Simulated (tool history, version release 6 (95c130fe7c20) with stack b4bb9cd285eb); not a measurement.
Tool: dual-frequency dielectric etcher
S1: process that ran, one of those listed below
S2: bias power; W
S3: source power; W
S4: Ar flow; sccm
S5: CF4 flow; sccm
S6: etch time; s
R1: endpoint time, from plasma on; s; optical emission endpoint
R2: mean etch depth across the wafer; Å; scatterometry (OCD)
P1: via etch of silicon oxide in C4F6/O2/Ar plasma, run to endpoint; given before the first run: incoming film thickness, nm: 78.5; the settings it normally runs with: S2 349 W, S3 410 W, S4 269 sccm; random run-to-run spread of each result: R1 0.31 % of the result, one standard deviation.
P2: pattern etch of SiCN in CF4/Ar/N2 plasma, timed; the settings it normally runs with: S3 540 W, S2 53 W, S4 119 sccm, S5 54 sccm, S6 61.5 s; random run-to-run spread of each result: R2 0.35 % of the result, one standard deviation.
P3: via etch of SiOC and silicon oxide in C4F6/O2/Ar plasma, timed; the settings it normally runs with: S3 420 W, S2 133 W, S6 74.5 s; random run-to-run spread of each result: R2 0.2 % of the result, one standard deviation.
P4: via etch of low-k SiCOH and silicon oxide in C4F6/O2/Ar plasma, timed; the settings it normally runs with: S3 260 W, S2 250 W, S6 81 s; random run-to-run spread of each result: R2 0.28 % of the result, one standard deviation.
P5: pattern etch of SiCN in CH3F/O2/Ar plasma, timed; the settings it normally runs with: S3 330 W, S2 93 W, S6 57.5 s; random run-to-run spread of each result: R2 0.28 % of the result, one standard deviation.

Run 1, day 0.696: S1 P1, S2 349 W, S3 410 W, S4 269 sccm. Result: R1 19.334 s.
Run 2, day 1.192: S1 P2, S2 53 W, S3 540 W, S4 119 sccm, S5 54 sccm, S6 77.5 s. Result: R2 630.79 Å.
Run 3, day 1.596: S1 P1, S2 349 W, S3 410 W, S4 269 sccm. Result: R1 19.344 s.
Run 4, day 2.179: S1 P2, S2 68 W, S3 540 W, S4 119 sccm, S5 54 sccm, S6 61.5 s. Result: R2 549.4 Å.
Run 5, day 2.629: S1 P1, S2 349 W, S3 410 W, S4 368 sccm. Result: R1 19.991 s.
Run 6, day 2.975: S1 P3, S2 133 W, S3 420 W, S6 74.5 s. Result: R2 775.95 Å.
Run 7, day 3.392: S1 P5, S2 93 W, S3 330 W, S6 77.5 s. Result: R2 302.56 Å.
Run 8, day 3.975: S1 P4, S2 250 W, S3 260 W, S6 81 s. Result: R2 2176.1 Å.
Run 9, day 4.667: S1 P3, S2 168 W, S3 420 W, S6 74.5 s. Result: R2 836.26 Å.
Run 10, day 5.25: S1 P4, S2 148 W, S3 260 W, S6 81 s. Result: R2 1835.2 Å.
Run 11, day 5.567: S1 P4, S2 250 W, S3 320 W, S6 81 s. Result: R2 2355.6 Å.
Run 12, day 5.979: S1 P4, S2 250 W, S3 260 W, S6 115.5 s. Result: R2 3123.1 Å.
Run 13, day 6.45: S1 P1, S2 260 W, S3 410 W, S4 269 sccm. Result: R1 21.289 s.
Run 14, day 7.042: S1 P2, S2 53 W, S3 540 W, S4 119 sccm, S5 54 sccm, S6 61.5 s. Result: R2 501.28 Å.
Run 15, day 7.388: S1 P2, S2 53 W, S3 540 W, S4 119 sccm, S5 41 sccm, S6 61.5 s. Result: R2 476.34 Å.
Run 16, day 7.821: S1 P1, S2 349 W, S3 410 W, S4 161 sccm. Result: R1 18.246 s.
Run 17, day 8.217: S1 P4, S2 250 W, S3 260 W, S6 81 s. Result: R2 2184.5 Å.
Run 18, day 8.629: S1 P1, S2 349 W, S3 570 W, S4 269 sccm. Result: R1 17.088 s.
Run 19, day 9.208: S1 P5, S2 118 W, S3 330 W, S6 57.5 s. Result: R2 248.74 Å.
Run 20, day 9.925: S1 P5, S2 93 W, S3 330 W, S6 57.5 s. Result: R2 224.74 Å.
Run 21, day 10.454: S1 P1, S2 265 W, S3 410 W, S4 365 sccm. Result: R1 21.929 s.
Run 22, day 11.054: S1 P3, S2 133 W, S3 420 W, S6 74.5 s. Result: R2 774.95 Å.
Run 23, day 11.625: S1 P2, S2 53 W, S3 740 W, S4 119 sccm, S5 54 sccm, S6 61.5 s. Result: R2 665.02 Å.
Run 24, day 12.267: S1 P1, S2 349 W, S3 410 W, S4 269 sccm. Result: R1 19.356 s.
Run 25, day 12.929: S1 P2, S2 53 W, S3 540 W, S4 150 sccm, S5 54 sccm, S6 61.5 s. Result: R2 480.99 Å.
At day 13.517: source power generator calibrated.
Run 26, day 13.583: S1 P1, S2 349 W, S3 280 W, S4 269 sccm. Result: R1 22.353 s.
Run 27, day 13.954: S1 P1, S2 230 W, S3 410 W, S4 183 sccm. Result: R1 21.359 s.
Run 28, day 14.638: S1 P1, S2 349 W, S3 410 W, S4 269 sccm. Result: R1 19.341 s.
Run 29, day 15.254: S1 P1, S2 349 W, S3 410 W, S4 269 sccm. Result: R1 19.252 s.
Run 30, day 15.662: S1 P1, S2 468 W, S3 410 W, S4 269 sccm. Result: R1 17.308 s.
Run 31, day 16.062: S1 P3, S2 133 W, S3 420 W, S6 43.5 s. Result: R2 452.38 Å.
Run 32, day 16.604: S1 P5, S2 93 W, S3 330 W, S6 57.5 s. Result: R2 225.63 Å.
Run 33, day 16.996: S1 P3, S2 133 W, S3 310 W, S6 74.5 s. Result: R2 688.55 Å.
Run 34, day 17.696: S1 P1, S2 349 W, S3 410 W, S4 269 sccm. Result: R1 19.249 s.
Run 35, day 18.208: S1 P5, S2 93 W, S3 420 W, S6 57.5 s. Result: R2 246.74 Å.
Run 36, day 18.729: S1 P2, S2 53 W, S3 540 W, S4 119 sccm, S5 54 sccm, S6 61.5 s. Result: R2 501.12 Å.
Run 37, day 19.088: S1 P1, S2 349 W, S3 410 W, S4 269 sccm. Result: R1 19.314 s.
Run 38, day 19.729: S1 P1, S2 349 W, S3 410 W, S4 269 sccm. Result: R1 19.143 s.
Run 39, day 20.162: S1 P1, S2 349 W, S3 410 W, S4 269 sccm. Result: R1 19.054 s.
Run 40, day 20.783: S1 P1, S2 349 W, S3 410 W, S4 269 sccm. Result: R1 19.104 s.
Run 41, day 21.308: S1 P1, S2 349 W, S3 410 W, S4 269 sccm. Result: R1 19.087 s.
At day 21.75: Ar flow controller replaced.
Run 42, day 21.942: S1 P1, S2 349 W, S3 410 W, S4 269 sccm. Result: R1 19.042 s.
At day 22.483: wet clean of the chamber.
Run 43, day 22.592: S1 P1, S2 349 W, S3 410 W, S4 269 sccm. Result: R1 19.007 s.
Run 44, day 23.292: S1 P1, S2 349 W, S3 410 W, S4 269 sccm. Result: R1 18.893 s.
Run 45, day 23.838: S1 P1, S2 349 W, S3 410 W, S4 269 sccm. Result: R1 19.04 s.
Run 46, day 24.342: S1 P1, S2 349 W, S3 410 W, S4 269 sccm. Result: R1 18.993 s.

The output of P1 has drifted from where it used to be. Each of the 2 causes below, taken at the size shown beside it, accounts for the log equally well:
A: source power that arrives over what is set, % = 4.19
B: bias power that arrives over what is set, % = 4.44
The gradual shift began around day 19.088.
Each remaining cause and why it is not a fit:
chamber walls in a state that raises the etch rate, %: its service at day 22.483 followed the start of the drift and did not put the process back to its old value
Ar flow that arrives under what is set, %: its service at day 21.75 followed the start of the drift and did not put the process back to its old value

The list below offers 4 check runs, each averaging the results of 2 wafers, and shows each result as a question mark. For which of them would the listed causes give clearly different results?
Run check 1, day 24.846: S1 P3, S2 133 W, S3 420 W, S6 74.5 s. Result: R2 ?.
Run check 2, day 24.846: S1 P4, S2 250 W, S3 260 W, S6 81 s. Result: R2 ?.
Run check 3, day 24.846: S1 P2, S2 53 W, S3 540 W, S4 119 sccm, S5 54 sccm, S6 61.5 s. Result: R2 ?.
Run check 4, day 24.846: S1 P5, S2 93 W, S3 330 W, S6 57.5 s. Result: R2 ?.

Check results expected under each cause:
  check  result    if A    if B
check 1      R2  788.92  786.45
check 2      R2  2217.7  2216.7
check 3      R2  520.65  509.81
check 4      R2  228.72  229.02
How far apart the two closest causes lie, in the result that separates them most: check 1 0.31 %; check 2 0.04 %; check 3 2.1 %; check 4 0.13 %
Only in check 3 would the causes give clearly different results; in the remaining checks their results would be nearly the same.

Check 3 was carried out, with these results: R2 520.91 Å. Which of the listed causes is responsible?

The correct cause is A, namely: source power that arrives over what is set, %.

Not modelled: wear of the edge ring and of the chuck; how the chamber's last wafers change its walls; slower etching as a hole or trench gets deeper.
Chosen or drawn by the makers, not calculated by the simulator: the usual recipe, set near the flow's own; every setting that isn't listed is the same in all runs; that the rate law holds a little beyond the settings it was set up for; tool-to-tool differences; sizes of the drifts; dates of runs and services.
